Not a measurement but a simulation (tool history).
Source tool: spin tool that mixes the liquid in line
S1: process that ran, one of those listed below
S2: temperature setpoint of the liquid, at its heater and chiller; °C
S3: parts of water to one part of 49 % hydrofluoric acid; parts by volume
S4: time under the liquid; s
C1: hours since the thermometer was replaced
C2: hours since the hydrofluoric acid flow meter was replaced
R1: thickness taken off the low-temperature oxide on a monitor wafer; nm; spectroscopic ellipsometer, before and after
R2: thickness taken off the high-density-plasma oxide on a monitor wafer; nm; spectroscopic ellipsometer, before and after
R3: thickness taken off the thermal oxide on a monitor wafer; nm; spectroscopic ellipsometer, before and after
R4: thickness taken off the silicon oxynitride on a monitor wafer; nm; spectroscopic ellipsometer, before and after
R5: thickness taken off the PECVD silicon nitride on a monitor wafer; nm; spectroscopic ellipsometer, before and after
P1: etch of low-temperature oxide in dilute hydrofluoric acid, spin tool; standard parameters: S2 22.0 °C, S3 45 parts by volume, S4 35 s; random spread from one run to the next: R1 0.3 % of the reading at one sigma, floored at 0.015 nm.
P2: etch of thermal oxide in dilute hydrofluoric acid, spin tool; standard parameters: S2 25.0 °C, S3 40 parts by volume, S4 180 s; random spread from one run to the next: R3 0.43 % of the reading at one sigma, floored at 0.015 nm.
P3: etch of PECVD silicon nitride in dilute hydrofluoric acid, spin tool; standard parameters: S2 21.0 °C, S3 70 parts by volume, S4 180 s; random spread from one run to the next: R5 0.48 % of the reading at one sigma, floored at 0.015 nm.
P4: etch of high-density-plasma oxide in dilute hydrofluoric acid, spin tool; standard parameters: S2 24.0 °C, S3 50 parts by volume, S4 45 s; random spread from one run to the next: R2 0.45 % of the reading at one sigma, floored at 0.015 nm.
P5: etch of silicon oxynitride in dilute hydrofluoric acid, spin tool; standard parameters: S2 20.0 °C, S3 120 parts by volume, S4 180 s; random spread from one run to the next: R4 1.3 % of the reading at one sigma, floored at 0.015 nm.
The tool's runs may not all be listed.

Run 1, hour 4.6: S1 P1, S2 22.0 °C, S3 45 parts by volume, S4 35 s; C1 975.2; C2 255.2. Result: R1 16.8700 nm.
Run 2, hour 8.5: S1 P1, S2 22.0 °C, S3 70 parts by volume, S4 35 s; C1 979.1; C2 259.1. Result: R1 10.5570 nm.
Run 3, hour 12.5: S1 P4, S2 24.0 °C, S3 85 parts by volume, S4 45 s; C1 983.1; C2 263.1. Result: R2 2.7567 nm.
Run 4, hour 14.8: S1 P1, S2 22.0 °C, S3 45 parts by volume, S4 50 s; C1 985.4; C2 265.4. Result: R1 24.1070 nm.
Run 5, hour 19.5: S1 P1, S2 22.0 °C, S3 45 parts by volume, S4 15 s; C1 990.1; C2 270.1. Result: R1 7.2091 nm.
Run 6, hour 22.6: S1 P2, S2 17.5 °C, S3 40 parts by volume, S4 180 s; C1 993.2; C2 273.2. Result: R3 17.023 nm.
Run 7, hour 26.8: S1 P1, S2 22.0 °C, S3 45 parts by volume, S4 35 s; C1 997.4; C2 277.4. Result: R1 16.7810 nm.
Run 8, hour 29.7: S1 P1, S2 17.0 °C, S3 45 parts by volume, S4 35 s; C1 1000.3; C2 280.3. Result: R1 13.5140 nm.
Run 9, hour 34.2: S1 P5, S2 20.0 °C, S3 200 parts by volume, S4 180 s; C1 1004.8; C2 284.8. Result: R4 1.0360 nm.
Run 10, hour 36.7: S1 P1, S2 22.0 °C, S3 20 parts by volume, S4 15 s; C1 1007.3; C2 287.3. Result: R1 16.6450 nm.
Run 11, hour 41.8: S1 P3, S2 21.0 °C, S3 70 parts by volume, S4 180 s; C1 1012.4; C2 292.4. Result: R5 10.5940 nm.
Run 12, hour 44.6: S1 P2, S2 25.0 °C, S3 40 parts by volume, S4 330 s; C1 1015.2; C2 295.2. Result: R3 42.902 nm.
Run 13, hour 49.6: S1 P3, S2 25.5 °C, S3 70 parts by volume, S4 180 s; C1 1020.2; C2 300.2. Result: R5 14.3700 nm.
Run 14, hour 52.6: S1 P4, S2 17.0 °C, S3 50 parts by volume, S4 45 s; C1 1023.2; C2 303.2. Result: R2 3.7137 nm.
Run 15, hour 56.7: S1 P3, S2 21.0 °C, S3 70 parts by volume, S4 15 s; C1 1027.3; C2 307.3. Result: R5 0.8913 nm.
Run 16, hour 59.4: S1 P1, S2 22.0 °C, S3 45 parts by volume, S4 35 s; C1 1030.0; C2 310.0. Result: R1 16.8850 nm.
Run 17, hour 63.7: S1 P2, S2 25.0 °C, S3 40 parts by volume, S4 180 s; C1 1034.3; C2 314.3. Result: R3 23.460 nm.
Run 18, hour 66.0: S1 P1, S2 22.0 °C, S3 45 parts by volume, S4 35 s; C1 1036.6; C2 316.6. Result: R1 16.8630 nm.
Run 19, hour 71.2: S1 P2, S2 25.0 °C, S3 20 parts by volume, S4 180 s; C1 1041.8; C2 321.8. Result: R3 48.187 nm.
Run 20, hour 74.3: S1 P5, S2 20.0 °C, S3 120 parts by volume, S4 80 s; C1 1044.9; C2 324.9. Result: R4 0.8423 nm.
Run 21, hour 78.0: S1 P1, S2 28.0 °C, S3 45 parts by volume, S4 35 s; C1 1048.6; C2 328.6. Result: R1 21.4860 nm.
Run 22, hour 81.9: S1 P5, S2 20.0 °C, S3 120 parts by volume, S4 180 s; C1 1052.5; C2 332.5. Result: R4 1.8267 nm.
Run 23, hour 86.4: S1 P4, S2 24.0 °C, S3 50 parts by volume, S4 45 s; C1 1057.0; C2 337.0. Result: R2 4.9386 nm.
Run 24, hour 91.3: S1 P1, S2 22.0 °C, S3 20 parts by volume, S4 35 s; C1 1061.9; C2 341.9. Result: R1 38.8580 nm.
Run 25, hour 96.0: S1 P3, S2 21.0 °C, S3 20 parts by volume, S4 180 s; C1 1066.6; C2 346.6. Result: R5 35.4890 nm.
Run 26, hour 99.1: S1 P4, S2 24.0 °C, S3 50 parts by volume, S4 45 s; C1 1069.7; C2 349.7. Result: R2 4.9528 nm.
Run 27, hour 101.8: S1 P4, S2 24.0 °C, S3 50 parts by volume, S4 80 s; C1 1072.4; C2 352.4. Result: R2 8.8382 nm.
Run 28, hour 106.3: S1 P5, S2 24.5 °C, S3 120 parts by volume, S4 180 s; C1 1076.9; C2 356.9. Result: R4 2.3018 nm.
Run 29, hour 109.4: S1 P1, S2 22.0 °C, S3 45 parts by volume, S4 35 s; C1 1080.0; C2 360.0. Result: R1 16.7610 nm.
Run 30, hour 113.2: S1 P3, S2 21.0 °C, S3 70 parts by volume, S4 180 s; C1 1083.8; C2 363.8. Result: R5 10.5660 nm.
Run 31, hour 117.3: S1 P1, S2 22.0 °C, S3 45 parts by volume, S4 35 s; C1 1087.9; C2 367.9. Result: R1 16.8300 nm.
Run 32, hour 120.1: S1 P1, S2 22.0 °C, S3 45 parts by volume, S4 35 s; C1 1090.7; C2 370.7. Result: R1 17.3270 nm.
Run 33, hour 122.9: S1 P1, S2 22.0 °C, S3 45 parts by volume, S4 35 s; C1 1093.5; C2 373.5. Result: R1 17.6610 nm.
Run 34, hour 126.5: S1 P1, S2 22.0 °C, S3 45 parts by volume, S4 35 s; C1 1097.1; C2 377.1. Result: R1 17.8980 nm.
Run 35, hour 130.7: S1 P1, S2 22.0 °C, S3 45 parts by volume, S4 35 s; C1 1101.3; C2 381.3. Result: R1 18.1590 nm.
Run 36, hour 134.0: S1 P1, S2 22.0 °C, S3 45 parts by volume, S4 35 s; C1 1104.6; C2 384.6. Result: R1 18.3030 nm.
Run 37, hour 139.0: S1 P1, S2 22.0 °C, S3 45 parts by volume, S4 35 s; C1 1109.6; C2 389.6. Result: R1 18.3110 nm.
Run 38, hour 143.4: S1 P1, S2 22.0 °C, S3 45 parts by volume, S4 35 s; C1 1114.0; C2 394.0. Result: R1 18.3980 nm.
Run 39, hour 146.0: S1 P1, S2 22.0 °C, S3 45 parts by volume, S4 35 s; C1 1116.6; C2 396.6. Result: R1 18.3290 nm.

The output of P1 has drifted from where it used to be. Each of the 2 causes below, taken at the size shown beside it, accounts for the log equally well:
A: liquid hotter than its thermometer reads (K) = 2.25
B: hydrofluoric acid flow above the setpoint (%) = 9.26
At approximately hour 117.3, the process output began to creep.

Which of the 4 check runs listed below separates the causes, so that each cause would produce a clearly different result? Each run uses one wafer, and its results are marked with question marks.
Run check 1, hour 148.6: S1 P4, S2 19.0 °C, S3 50 parts by volume, S4 45 s. Result: R2 ?.
Run check 2, hour 148.6: S1 P5, S2 23.5 °C, S3 190 parts by volume, S4 180 s. Result: R4 ?.
Run check 3, hour 148.6: S1 P2, S2 22.0 °C, S3 40 parts by volume, S4 330 s. Result: R3 ?.
Run check 4, hour 148.6: S1 P3, S2 21.0 °C, S3 45 parts by volume, S4 180 s. Result: R5 ?.

Outcome of each check run for each possible cause:
  check  result     if A     if B
check 1      R2   4.4345   4.4262
check 2      R4   1.4297   1.4303
check 3      R3   41.576   41.531
check 4      R5  19.1240  17.8620
Separation of the two closest causes in each check, using whichever result separates them best: check 1 0.19 %; check 2 0.04 %; check 3 0.11 %; check 4 6.83 %
Only check 4 tells the causes apart: in the others they would give nearly the same result.

Then check 4 was run and gave: R5 18.0070 nm. Which cause is it?

The correct cause is B, namely: hydrofluoric acid flow above the setpoint (%).
